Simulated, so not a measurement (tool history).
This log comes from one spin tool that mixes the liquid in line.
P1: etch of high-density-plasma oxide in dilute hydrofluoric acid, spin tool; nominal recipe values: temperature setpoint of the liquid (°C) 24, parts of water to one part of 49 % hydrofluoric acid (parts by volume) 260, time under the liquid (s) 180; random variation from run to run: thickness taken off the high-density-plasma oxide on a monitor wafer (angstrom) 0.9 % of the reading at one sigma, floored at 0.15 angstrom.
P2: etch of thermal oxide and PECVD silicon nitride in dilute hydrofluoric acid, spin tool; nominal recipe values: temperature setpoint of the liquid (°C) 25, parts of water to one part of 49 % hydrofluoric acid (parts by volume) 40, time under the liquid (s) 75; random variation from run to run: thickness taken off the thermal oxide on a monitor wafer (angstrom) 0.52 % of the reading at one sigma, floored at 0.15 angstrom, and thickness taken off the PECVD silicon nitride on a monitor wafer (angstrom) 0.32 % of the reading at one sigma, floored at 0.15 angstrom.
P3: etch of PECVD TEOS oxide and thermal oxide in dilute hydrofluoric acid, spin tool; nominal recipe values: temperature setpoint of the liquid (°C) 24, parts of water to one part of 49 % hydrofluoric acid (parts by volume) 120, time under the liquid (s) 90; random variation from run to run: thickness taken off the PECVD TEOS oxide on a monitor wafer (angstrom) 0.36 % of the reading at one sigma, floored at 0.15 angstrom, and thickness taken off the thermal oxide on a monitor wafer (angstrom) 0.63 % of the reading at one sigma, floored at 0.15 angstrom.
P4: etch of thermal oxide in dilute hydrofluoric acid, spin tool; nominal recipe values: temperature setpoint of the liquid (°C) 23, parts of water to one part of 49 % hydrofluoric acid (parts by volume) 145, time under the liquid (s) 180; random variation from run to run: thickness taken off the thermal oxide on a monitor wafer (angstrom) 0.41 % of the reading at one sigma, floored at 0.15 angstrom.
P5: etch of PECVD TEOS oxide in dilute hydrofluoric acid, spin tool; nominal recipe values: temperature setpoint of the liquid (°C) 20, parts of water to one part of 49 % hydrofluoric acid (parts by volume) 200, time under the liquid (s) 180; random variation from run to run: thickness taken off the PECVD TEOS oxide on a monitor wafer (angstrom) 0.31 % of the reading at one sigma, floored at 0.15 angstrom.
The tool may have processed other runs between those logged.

run,hour,process that ran,temperature setpoint of the liquid (°C),parts of water to one part of 49 % hydrofluoric acid (parts by volume),time under the liquid (s),hours since the thermometer was replaced,hours since the hydrofluoric acid flow meter was replaced,thickness taken off the high-density-plasma oxide on a monitor wafer (angstrom),thickness taken off the PECVD TEOS oxide on a monitor wafer (angstrom),thickness taken off the thermal oxide on a monitor wafer (angstrom),thickness taken off the PECVD silicon nitride on a monitor wafer (angstrom)
1,6.5,P1,24,260,180,646.2,458.4,28.806,,,
2,12.8,P1,17.5,420,180,652.5,464.7,12.243,,,
3,22.4,P5,27.5,200,180,662.1,474.3,,93.303,,
4,30.9,P1,24,145,180,670.6,482.8,57.891,,,
5,38.2,P1,24,390,180,677.9,490.1,16.791,,,
6,49.9,P1,24,260,330,689.6,501.8,52.334,,,
7,62.4,P4,28.5,145,180,702.1,514.3,,,68.895,
8,69.8,P5,20,200,340,709.5,521.7,,134.93,,
9,76.9,P2,18.5,40,75,716.6,528.8,,,77.463,51.618
10,83.7,P3,24,20,90,723.4,535.6,,1383.9,247.11,
11,95.5,P2,25,40,75,735.2,547.4,,,102.01,80.608
12,108.4,P2,25,40,15,748.1,560.3,,,20.169,16.211
13,120,P4,23,145,180,759.7,571.9,,,55.723,
14,127.8,P5,20,60,180,767.5,579.7,,272.91,,
15,139.6,P1,24,260,180,779.3,591.5,28.886,,,
16,152.5,P1,24,110,305,792.2,604.4,135.67,,,
17,160,P3,30.5,120,90,799.7,611.9,,259.6,46.079,
18,167.1,P2,25,20,75,806.8,619,,,210.54,156.95
19,173.4,P1,24,260,180,813.1,625.3,28.124,,,
20,186,P1,24,260,180,825.7,637.9,28.898,,,
21,194.2,P5,20,200,180,833.9,646.1,,70.431,,
22,205.7,P1,24,260,180,845.4,657.6,28.827,,,
23,219,P1,24,260,95,858.7,670.9,15.278,,,
24,231.7,P2,25,40,75,871.4,683.6,,,101.59,80.708
25,241.2,P4,23,145,260,880.9,693.1,,,81.182,
26,250.5,P4,23,235,180,890.2,702.4,,,31.7,
27,261.6,P1,27.5,260,180,901.3,713.5,32.231,,,
28,273.3,P1,18.5,425,180,913,725.2,12.469,,,
29,282.9,P1,19.5,260,180,922.6,734.8,24.53,,,
30,295.5,P3,24,120,180,935.2,747.4,,406.56,72.008,
31,303,P1,24,260,180,942.7,754.9,28.683,,,
32,310.2,P1,24,260,180,949.9,762.1,28.943,,,
33,321.7,P4,23,145,180,961.4,773.6,,,56.483,
34,331.1,P3,24,120,90,970.8,783,,205.16,36.312,
35,344.3,P5,20,200,180,984,796.2,,70.354,,
36,352.4,P1,24,260,180,992.1,804.3,28.467,,,
37,365.2,P1,24,260,180,1004.9,817.1,29.652,,,
38,375.6,P1,24,260,180,1015.3,827.5,30.654,,,
39,384.1,P1,24,260,180,1023.8,836,30.16,,,
40,393.6,P1,24,260,180,1033.3,845.5,29.984,,,
41,407.2,P1,24,260,180,1046.9,859.1,29.99,,,
42,420.7,P1,24,260,180,1060.4,872.6,30.512,,,
43,433.4,P1,24,260,180,1073.1,885.3,30.465,,,

The log shows P1 creeping away from where it was. Any of the 2 causes listed here, at the size stated for it, fits the log just as well as the others:
A: hydrofluoric acid flow above the setpoint (%) = 4.5
B: liquid hotter than its thermometer reads (K) = 1.58
Creep in the process output first set in at about hour 352.4.

Of the 4 check runs listed below, each run on one wafer and each result written as a question mark, which would let you distinguish the listed causes because they would give clearly different results?
check 1,446.1,P3,27.5,120,180,,,,?,?,
check 2,446.1,P2,20,40,75,,,,,?,?
check 3,446.1,P4,23,230,180,,,,,?,
check 4,446.1,P5,27,200,340,,,,?,,

Check results expected under each cause:
check,result,if A,if B
check 1,thickness taken off the PECVD TEOS oxide on a monitor wafer (angstrom),491.29,495.46
check 1,thickness taken off the thermal oxide on a monitor wafer (angstrom),86.92,87.658
check 2,thickness taken off the thermal oxide on a monitor wafer (angstrom),86.88,88.737
check 2,thickness taken off the PECVD silicon nitride on a monitor wafer (angstrom),59.632,63.768
check 3,thickness taken off the thermal oxide on a monitor wafer (angstrom),34.202,34.315
check 4,thickness taken off the PECVD TEOS oxide on a monitor wafer (angstrom),183.22,183.59
Separation of the two closest causes in each check, using whichever result separates them best: check 1 0.85 %; check 2 6.71 %; check 3 0.33 %; check 4 0.2 %
The causes can be told apart only by check 2. The other checks would give nearly the same results under each of them.

Here is what check 2 returned: thickness taken off the thermal oxide on a monitor wafer (angstrom) 87.063; thickness taken off the PECVD silicon nitride on a monitor wafer (angstrom) 59.479. Which cause is it?

Of the candidate causes, it is A: hydrofluoric acid flow above the setpoint (%).
